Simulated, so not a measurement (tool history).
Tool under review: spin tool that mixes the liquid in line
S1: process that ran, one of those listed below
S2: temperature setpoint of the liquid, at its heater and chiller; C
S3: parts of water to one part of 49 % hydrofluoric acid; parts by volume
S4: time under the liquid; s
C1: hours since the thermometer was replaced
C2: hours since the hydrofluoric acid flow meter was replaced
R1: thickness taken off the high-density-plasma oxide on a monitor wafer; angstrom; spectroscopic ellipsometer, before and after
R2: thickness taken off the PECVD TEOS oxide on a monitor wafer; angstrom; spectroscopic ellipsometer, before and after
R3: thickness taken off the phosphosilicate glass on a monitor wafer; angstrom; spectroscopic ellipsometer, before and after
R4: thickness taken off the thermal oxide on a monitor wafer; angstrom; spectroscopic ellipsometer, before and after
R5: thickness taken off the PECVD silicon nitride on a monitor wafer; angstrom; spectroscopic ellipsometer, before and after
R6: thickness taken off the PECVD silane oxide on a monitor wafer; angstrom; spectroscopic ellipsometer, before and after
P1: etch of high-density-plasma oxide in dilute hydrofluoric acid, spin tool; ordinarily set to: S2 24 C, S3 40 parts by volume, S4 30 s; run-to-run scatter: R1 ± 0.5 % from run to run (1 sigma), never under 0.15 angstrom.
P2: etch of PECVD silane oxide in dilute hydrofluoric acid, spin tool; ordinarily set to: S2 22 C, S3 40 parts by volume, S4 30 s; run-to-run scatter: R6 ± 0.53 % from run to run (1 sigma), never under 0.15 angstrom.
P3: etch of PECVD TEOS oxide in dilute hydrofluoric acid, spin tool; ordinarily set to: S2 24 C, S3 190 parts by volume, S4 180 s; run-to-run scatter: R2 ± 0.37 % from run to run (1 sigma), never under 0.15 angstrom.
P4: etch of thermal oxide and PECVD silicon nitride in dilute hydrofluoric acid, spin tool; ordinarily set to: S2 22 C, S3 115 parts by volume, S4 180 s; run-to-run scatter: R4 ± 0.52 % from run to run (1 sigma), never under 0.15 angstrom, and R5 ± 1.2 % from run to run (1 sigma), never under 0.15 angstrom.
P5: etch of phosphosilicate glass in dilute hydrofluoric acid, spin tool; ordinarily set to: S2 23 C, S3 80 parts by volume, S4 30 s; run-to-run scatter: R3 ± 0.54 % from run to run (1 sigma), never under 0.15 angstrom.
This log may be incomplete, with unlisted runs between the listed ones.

run   hour  S1    S2   S3   S4     C1      C2      R1      R2      R3      R4      R5      R6
  1   14.6  P1    24   40   30  396.3   514.8  61.414
  2   24.8  P3    24  190  330  406.5     525          442.01
  3   36.5  P1    24   40   30  418.2   536.7  61.429
  4   51.6  P1    24   40   15  433.3   551.8  30.474
  5   66.4  P5    23   80   30  448.1   566.6                  388.76
  6   78.3  P4    22  115  180    460   578.5                          64.771  23.404
  7   85.7  P1    24   20   15  467.4   585.9  63.222
  8   97.7  P3    31  190  180  479.4   597.9          311.79
  9  108.9  P2    22   40   60  490.6   609.1                                          269.02
 10  121.6  P2    22   40   30  503.3   621.8                                          135.84
 11  128.9  P1    24   40   30  510.6   629.1   61.24
     131.2  -- thermometer replaced
 12  140.3  P1    24   40   30    9.1   640.5  60.817
 13  154.1  P1    17   40   30   22.9   654.3  45.585
 14    171  P4    22  205  180   39.8   671.2                          33.351  13.657
 15  185.8  P1    24   40   30   54.6     686  60.812
 16  196.6  P1    31   40   30   65.4   696.8  81.474
 17  206.1  P4    22  115  325   74.9   706.3                          119.04  42.917
 18  218.7  P1    19   20   30   87.5   718.9  101.37
 19  229.2  P5    17   80   30     98   729.4                   298.6
 20  244.6  P1    24   40   50  113.4   744.8   102.5
 21  258.2  P3    24  190  180    127   758.4          240.83
 22  274.2  P1    24   40   30    143   774.4  60.989
 23    282  P2    17   40   30  150.8   782.2                                          108.64
 24  298.1  P5    23  140   30  166.9   798.3                  206.03
 25  305.8  P5    23   80   30  174.6     806                  386.12
 26  319.1  P5    23   80   55  187.9   819.3                  714.39
 27  327.3  P2    22   40   30  196.1   827.5                                          135.52
 28  335.2  P1    24   20   30    204   835.4  126.31
 29  347.2  P2    22   20   30    216   847.4                                          274.65
 30  359.5  P4  27.5  115  180  228.3   859.7                          81.948  34.199
 31    372  P1    24   40   30  240.8   872.2  61.687
 32  386.7  P1    24   60   30  255.5   886.9  39.719
 33  397.7  P3    24  190  180  266.5   897.9          240.61
 34  414.5  P3    24   30  180  283.3   914.7          1865.6
 35  430.2  P1    24   40   30    299   930.4   61.35
 36  440.7  P1    24   40   30  309.5   940.9  63.299
 37  449.7  P1    24   40   30  318.5   949.9  63.788
 38  459.8  P1    24   40   30  328.6     960  65.088
 39  475.4  P1    24   40   30  344.2   975.6  66.035
 40  491.8  P1    24   40   30  360.6     992  66.698
 41    504  P1    24   40   30  372.8  1004.2   67.19
 42  512.1  P1    24   40   30  380.9  1012.3  66.733
 43  522.4  P1    24   40   30  391.2  1022.6  67.303
 44  531.4  P1    24   40   30  400.2  1031.6  67.084

P1 has crept away from where it was. The log is fitted equally well by each of these 2 causes, at the sizes shown:
A: hydrofluoric acid flow above the setpoint (%) = 8.89
B: liquid hotter than its thermometer reads (K) = 2.18
Creep in the process output first set in at about hour 430.2.

The 4 check runs listed below each average the results of 3 wafers, and their outcomes are marked with question marks. Under which run would the listed causes produce clearly different results?
check 1  540.4  P3    24   40  180               ?
check 2  540.4  P4  26.5  115  180                       ?   ?
check 3  540.4  P2  17.5   40   30                               ?
check 4  540.4  P5  18.5  115   30                   ?

Expected result of each check under each candidate cause:
  check  result    if A    if B
check 1      R2  1503.4  1503.5
check 2      R4   86.21  84.957
check 2      R5  34.477  36.379
check 3      R6  121.51  122.16
check 4      R3  236.47  235.02
Per check, the gap between the least separated pair of causes, taken in the result that splits them most: check 1 0 %; check 2 5.37 %; check 3 0.53 %; check 4 0.61 %
Check 2 tells the causes apart: in the others they would give nearly the same result.

After running check 2, the following was obtained: R4 85.492 angstrom; R5 36.517 angstrom. Which cause does this point to?

Of the candidate causes, it is B: liquid hotter than its thermometer reads (K).

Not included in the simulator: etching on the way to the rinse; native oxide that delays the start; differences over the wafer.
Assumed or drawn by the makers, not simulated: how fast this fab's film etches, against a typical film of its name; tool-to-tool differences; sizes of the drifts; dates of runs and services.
